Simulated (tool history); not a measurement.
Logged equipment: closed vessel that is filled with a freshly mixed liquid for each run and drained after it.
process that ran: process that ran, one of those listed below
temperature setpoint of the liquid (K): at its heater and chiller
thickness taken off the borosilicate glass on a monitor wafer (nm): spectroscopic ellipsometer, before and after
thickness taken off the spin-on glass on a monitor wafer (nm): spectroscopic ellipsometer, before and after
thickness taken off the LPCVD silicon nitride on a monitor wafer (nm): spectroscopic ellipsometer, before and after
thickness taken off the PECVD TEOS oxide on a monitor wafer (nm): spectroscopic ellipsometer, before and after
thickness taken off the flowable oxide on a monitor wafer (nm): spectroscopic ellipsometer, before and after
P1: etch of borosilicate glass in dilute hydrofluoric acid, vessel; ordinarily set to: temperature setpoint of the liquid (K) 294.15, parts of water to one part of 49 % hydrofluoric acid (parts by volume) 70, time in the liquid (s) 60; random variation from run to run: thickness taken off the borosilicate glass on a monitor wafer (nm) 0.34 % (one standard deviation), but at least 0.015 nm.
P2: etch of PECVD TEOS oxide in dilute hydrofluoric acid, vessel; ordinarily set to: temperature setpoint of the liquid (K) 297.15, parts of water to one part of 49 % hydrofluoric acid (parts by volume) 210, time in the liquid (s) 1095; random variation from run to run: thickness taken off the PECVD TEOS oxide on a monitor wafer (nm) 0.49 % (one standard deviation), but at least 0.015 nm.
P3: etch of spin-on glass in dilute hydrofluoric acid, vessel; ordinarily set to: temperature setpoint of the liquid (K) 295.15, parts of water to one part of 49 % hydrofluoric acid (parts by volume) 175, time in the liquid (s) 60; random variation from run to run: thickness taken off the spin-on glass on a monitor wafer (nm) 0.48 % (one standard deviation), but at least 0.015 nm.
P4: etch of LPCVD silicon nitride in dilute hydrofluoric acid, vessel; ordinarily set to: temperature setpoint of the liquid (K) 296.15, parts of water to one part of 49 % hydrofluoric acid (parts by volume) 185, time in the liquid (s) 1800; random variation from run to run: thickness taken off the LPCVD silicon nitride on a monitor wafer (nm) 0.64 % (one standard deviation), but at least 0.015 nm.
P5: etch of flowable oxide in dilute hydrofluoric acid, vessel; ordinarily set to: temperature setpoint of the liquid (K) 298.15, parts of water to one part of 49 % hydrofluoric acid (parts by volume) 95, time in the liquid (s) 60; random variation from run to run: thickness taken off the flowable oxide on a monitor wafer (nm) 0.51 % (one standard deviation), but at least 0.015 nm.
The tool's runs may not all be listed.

run	hour	process that ran	temperature setpoint of the liquid (K)	parts of water to one part of 49 % hydrofluoric acid (parts by volume)	time in the liquid (s)	thickness taken off the borosilicate glass on a monitor wafer (nm)	thickness taken off the spin-on glass on a monitor wafer (nm)	thickness taken off the LPCVD silicon nitride on a monitor wafer (nm)	thickness taken off the PECVD TEOS oxide on a monitor wafer (nm)	thickness taken off the flowable oxide on a monitor wafer (nm)
1	4.2	P1	294.15	70	60	12.9560				
2	10.7	P3	295.15	175	30		9.296			
3	16.0	P4	296.15	185	1800			4.1850		
4	22.8	P2	297.15	210	1665				63.627	
5	29.0	P1	294.15	70	60	12.8960				
6	35.8	P1	294.15	70	60	12.9650				
7	40.8	P3	295.15	175	60		18.752			
8	46.0	P4	290.65	185	1800			2.8785		
9	51.7	P2	297.15	90	1095				111.830	
10	58.2	P4	296.15	40	1800			18.8600		
11	65.5	P1	294.15	70	60	13.0270				
12	71.0	P5	306.15	95	60					32.304
13	76.8	P3	295.15	30	60		129.870			
14	84.8	P1	294.15	70	115	24.7380				
15	92.7	P1	294.15	70	60	12.9910				
16	98.2	P2	297.15	210	1095				41.373	
17	103.2	P1	297.65	70	35	8.7048				
18	111.6	P5	298.15	135	60					16.007
19	115.3	P1	294.15	115	100	12.5740				
20	120.7	P1	294.15	70	30	6.5307				
21	128.2	P4	296.15	185	500			1.1594		
22	136.5	P1	290.15	70	60	10.9120				
23	140.7	P3	295.15	175	60		18.744			
24	146.3	P5	298.15	95	60					23.882
25	153.1	P5	298.15	95	95					37.373
26	158.8	P1	294.15	105	60	8.3061				
27	165.0	P1	294.15	95	30	4.6357				
28	173.0	P1	294.15	30	60	31.7700				
29	176.8	P1	294.15	70	60	12.8900				
30	184.9	P1	299.15	70	60	15.9370				
31	188.7	P3	301.65	175	60		23.911			
32	193.7	P2	290.15	210	1095				31.651	
33	198.7	P1	294.15	70	60	12.9930				

Run 34 is up next; what results do you expect?
34	206.4	P1	294.15	70	60	?				

thickness taken off the borosilicate glass on a monitor wafer (nm): 13.3650

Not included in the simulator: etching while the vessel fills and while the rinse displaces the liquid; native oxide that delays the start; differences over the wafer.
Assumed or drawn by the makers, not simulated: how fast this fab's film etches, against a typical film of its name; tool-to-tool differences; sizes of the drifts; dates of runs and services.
